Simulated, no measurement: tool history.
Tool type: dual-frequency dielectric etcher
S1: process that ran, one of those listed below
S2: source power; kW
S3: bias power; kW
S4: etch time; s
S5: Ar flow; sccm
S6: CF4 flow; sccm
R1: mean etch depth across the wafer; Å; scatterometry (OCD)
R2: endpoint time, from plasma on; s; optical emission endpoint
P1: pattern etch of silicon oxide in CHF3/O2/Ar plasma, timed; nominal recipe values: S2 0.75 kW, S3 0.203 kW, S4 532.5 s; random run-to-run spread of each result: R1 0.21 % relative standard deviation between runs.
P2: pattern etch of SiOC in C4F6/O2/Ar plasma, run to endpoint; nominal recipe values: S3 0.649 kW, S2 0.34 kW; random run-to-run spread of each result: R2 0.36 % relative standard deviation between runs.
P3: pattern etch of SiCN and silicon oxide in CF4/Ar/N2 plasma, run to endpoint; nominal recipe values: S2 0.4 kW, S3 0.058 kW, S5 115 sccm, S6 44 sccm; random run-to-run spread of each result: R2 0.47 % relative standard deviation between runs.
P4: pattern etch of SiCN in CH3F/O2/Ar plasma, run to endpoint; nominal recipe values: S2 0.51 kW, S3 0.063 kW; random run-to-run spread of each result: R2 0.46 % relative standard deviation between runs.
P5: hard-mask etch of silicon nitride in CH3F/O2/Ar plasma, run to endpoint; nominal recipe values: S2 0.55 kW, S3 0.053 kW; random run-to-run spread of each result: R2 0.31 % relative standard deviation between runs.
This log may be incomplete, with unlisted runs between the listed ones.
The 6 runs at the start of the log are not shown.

run	day	S1	S2	S3	S4	S5	S6	R1	R2
7	3.217	P2	0.22	0.649					14.367
8	3.808	P5	0.55	0.053					53.161
# day 4.304: bias power generator calibrated
9	4.358	P3	0.4	0.04		115	44		25.891
# day 4.375: source power generator calibrated
10	5.1	P1	0.75	0.203	532.5			12471	
11	5.667	P1	0.75	0.203	679			15883	
12	6.025	P3	0.4	0.058		115	55		21.825
13	6.775	P3	0.51	0.058		115	44		18.443
14	7.492	P1	0.75	0.203	532.5			12435	
15	8.192	P1	0.75	0.203	532.5			12503	
16	8.612	P1	0.75	0.142	411.5			8555.9	
17	9.008	P1	0.75	0.203	532.5			12489	
18	9.404	P1	0.75	0.203	532.5			12475	
19	9.908	P1	0.75	0.203	532.5			12515	
20	10.504	P4	0.63	0.063					27.38
21	11.162	P1	0.95	0.203	294.5			7535.3	
22	11.504	P3	0.4	0.058		115	44		22.728
23	11.967	P1	0.95	0.203	532.5			13634	
24	12.408	P1	0.75	0.249	532.5			13363	
25	12.821	P5	0.35	0.053					63.073
26	13.396	P5	0.55	0.074					47.799
27	13.762	P3	0.4	0.058		115	44		22.657
28	14.2	P1	0.58	0.203	532.5			11293	
29	14.608	P1	0.75	0.123	532.5			10594	

Run 30, settings as shown, results not yet in. Your forecast:
30	15.146	P4	0.51	0.063					?

For run 30 the tool returned R2 29.711 s.
